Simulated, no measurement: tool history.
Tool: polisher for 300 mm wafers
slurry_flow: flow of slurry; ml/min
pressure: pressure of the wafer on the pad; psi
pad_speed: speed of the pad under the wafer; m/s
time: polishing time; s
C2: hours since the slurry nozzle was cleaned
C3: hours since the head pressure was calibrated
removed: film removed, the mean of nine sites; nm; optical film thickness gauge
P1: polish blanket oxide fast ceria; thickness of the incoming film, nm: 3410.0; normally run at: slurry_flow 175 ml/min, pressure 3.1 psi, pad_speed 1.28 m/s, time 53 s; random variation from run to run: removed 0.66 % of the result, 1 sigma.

Run 1, hour 9.7: slurry_flow 175 ml/min, pressure 3.1 psi, pad_speed 1.28 m/s, time 53 s; wafers polished on this pad 890; C2 193.5; C3 581.7. Result: removed 1045.9 nm.
Run 2, hour 16.7: slurry_flow 230 ml/min, pressure 3.1 psi, pad_speed 1.28 m/s, time 53 s; wafers polished on this pad 958; C2 200.5; C3 588.7. Result: removed 1085.5 nm.
Run 3, hour 27.7: slurry_flow 175 ml/min, pressure 3.1 psi, pad_speed 1.28 m/s, time 53 s; wafers polished on this pad 1064; C2 211.5; C3 599.7. Result: removed 1056.5 nm.
Run 4, hour 35.1: slurry_flow 175 ml/min, pressure 3.1 psi, pad_speed 0.76 m/s, time 53 s; wafers polished on this pad 1136; C2 218.9; C3 607.1. Result: removed 620.33 nm.
Run 5, hour 44: slurry_flow 175 ml/min, pressure 4.4 psi, pad_speed 1 m/s, time 53 s; wafers polished on this pad 1222; C2 227.8; C3 616. Result: removed 1157.7 nm.
Run 6, hour 53.9: slurry_flow 175 ml/min, pressure 3.1 psi, pad_speed 1.28 m/s, time 53 s; wafers polished on this pad 1318; C2 237.7; C3 625.9. Result: removed 1052.3 nm.
Run 7, hour 64.7: slurry_flow 175 ml/min, pressure 4 psi, pad_speed 1.28 m/s, time 53 s; wafers polished on this pad 1422; C2 248.5; C3 636.7. Result: removed 1366.2 nm.
Run 8, hour 70: slurry_flow 175 ml/min, pressure 3.1 psi, pad_speed 1.28 m/s, time 84 s; wafers polished on this pad 1474; C2 253.8; C3 642. Result: removed 1673.2 nm.
Run 9, hour 80.6: slurry_flow 105 ml/min, pressure 3.1 psi, pad_speed 1.28 m/s, time 53 s; wafers polished on this pad 1576; C2 264.4; C3 652.6. Result: removed 947.82 nm.
Run 10, hour 88.7: slurry_flow 175 ml/min, pressure 3.1 psi, pad_speed 1.28 m/s, time 53 s; wafers polished on this pad 1655; C2 272.5; C3 660.7. Result: removed 1067 nm.
Run 11, hour 96: slurry_flow 175 ml/min, pressure 1.4 psi, pad_speed 1.28 m/s, time 53 s; wafers polished on this pad 1725; C2 279.8; C3 668. Result: removed 477.59 nm.
Run 12, hour 105.3: slurry_flow 175 ml/min, pressure 3.1 psi, pad_speed 1.28 m/s, time 53 s; wafers polished on this pad 1815; C2 289.1; C3 677.3. Result: removed 1051.8 nm.
Run 13, hour 111.2: slurry_flow 175 ml/min, pressure 3.1 psi, pad_speed 1.28 m/s, time 53 s; wafers polished on this pad 1872; C2 295; C3 683.2. Result: removed 1053.1 nm.
Run 14, hour 117.4: slurry_flow 175 ml/min, pressure 3.1 psi, pad_speed 1.84 m/s, time 53 s; wafers polished on this pad 1932; C2 301.2; C3 689.4. Result: removed 1535.6 nm.
Run 15, hour 127.5: slurry_flow 175 ml/min, pressure 1.4 psi, pad_speed 1.28 m/s, time 81 s; wafers polished on this pad 2030; C2 311.3; C3 699.5. Result: removed 717.86 nm.
Run 16, hour 137: slurry_flow 175 ml/min, pressure 3.1 psi, pad_speed 1.28 m/s, time 31 s; wafers polished on this pad 2122; C2 320.8; C3 709. Result: removed 610.47 nm.
Run 17, hour 147.9: slurry_flow 175 ml/min, pressure 3.1 psi, pad_speed 1.28 m/s, time 53 s; wafers polished on this pad 2228; C2 331.7; C3 719.9. Result: removed 1051.9 nm.
Run 18, hour 156.3: slurry_flow 175 ml/min, pressure 3.1 psi, pad_speed 1.28 m/s, time 53 s; wafers polished on this pad 2309; C2 340.1; C3 728.3. Result: removed 1022.6 nm.
Run 19, hour 164.7: slurry_flow 175 ml/min, pressure 3.1 psi, pad_speed 1.28 m/s, time 53 s; wafers polished on this pad 2390; C2 348.5; C3 736.7. Result: removed 996.71 nm.
Run 20, hour 173.7: slurry_flow 175 ml/min, pressure 3.1 psi, pad_speed 1.28 m/s, time 53 s; wafers polished on this pad 2477; C2 357.5; C3 745.7. Result: removed 992.99 nm.
Run 21, hour 183.5: slurry_flow 175 ml/min, pressure 3.1 psi, pad_speed 1.28 m/s, time 53 s; wafers polished on this pad 2572; C2 367.3; C3 755.5. Result: removed 979.93 nm.
At hour 185.8: head pressure recalibrated.
Run 22, hour 193.3: slurry_flow 175 ml/min, pressure 3.1 psi, pad_speed 1.28 m/s, time 53 s; wafers polished on this pad 2667; C2 377.1; C3 7.6. Result: removed 987.67 nm.
Run 23, hour 199.4: slurry_flow 175 ml/min, pressure 3.1 psi, pad_speed 1.28 m/s, time 53 s; wafers polished on this pad 2726; C2 383.2; C3 13.7. Result: removed 990.41 nm.
Run 24, hour 207.6: slurry_flow 175 ml/min, pressure 3.1 psi, pad_speed 1.28 m/s, time 53 s; wafers polished on this pad 2806; C2 391.4; C3 21.9. Result: removed 979.92 nm.
Run 25, hour 217.5: slurry_flow 175 ml/min, pressure 3.1 psi, pad_speed 1.28 m/s, time 53 s; wafers polished on this pad 2902; C2 401.3; C3 31.8. Result: removed 974.81 nm.
Run 26, hour 229.3: slurry_flow 175 ml/min, pressure 3.1 psi, pad_speed 1.28 m/s, time 53 s; wafers polished on this pad 3016; C2 413.1; C3 43.6. Result: removed 983.28 nm.

What P1 gives has crept away from where it was. These 2 causes fit the log equally well, each at the size given:
A: slurry flow missing at the pad, % = 34.3
B: removal rate lost through wear of the pad, % = 7.46
The creep began at about hour 147.9.
Why every other cause is out:
head's pressure below its setpoint, %: serviced at hour 185.8, which brought nothing back

4 check runs are offered, each on 2 wafers whose results are averaged, their results left as question marks. Which one tells the causes apart?
Run check 1, hour 241.1: slurry_flow 175 ml/min, pressure 3.1 psi, pad_speed 0.76 m/s, time 53 s. Result: removed ?.
Run check 2, hour 241.1: slurry_flow 175 ml/min, pressure 3.1 psi, pad_speed 1 m/s, time 53 s. Result: removed ?.
Run check 3, hour 241.1: slurry_flow 175 ml/min, pressure 3.1 psi, pad_speed 1.56 m/s, time 53 s. Result: removed ?.
Run check 4, hour 241.1: slurry_flow 105 ml/min, pressure 3.1 psi, pad_speed 1.28 m/s, time 53 s. Result: removed ?.

What each check would give under each cause:
  check   result    if A    if B
check 1  removed  578.35  578.42
check 2  removed  760.99  761.07
check 3  removed  1187.1  1187.3
check 4  removed  844.05  882.64
How far apart the two closest causes lie, in the result that separates them most: check 1 0.01 %; check 2 0.01 %; check 3 0.01 %; check 4 4.47 %
Check 4 tells the causes apart: in the others they would give nearly the same result.

Check 4 was then run and gave: removed 887.73 nm. Which cause is it?

It is B: removal rate lost through wear of the pad, %.
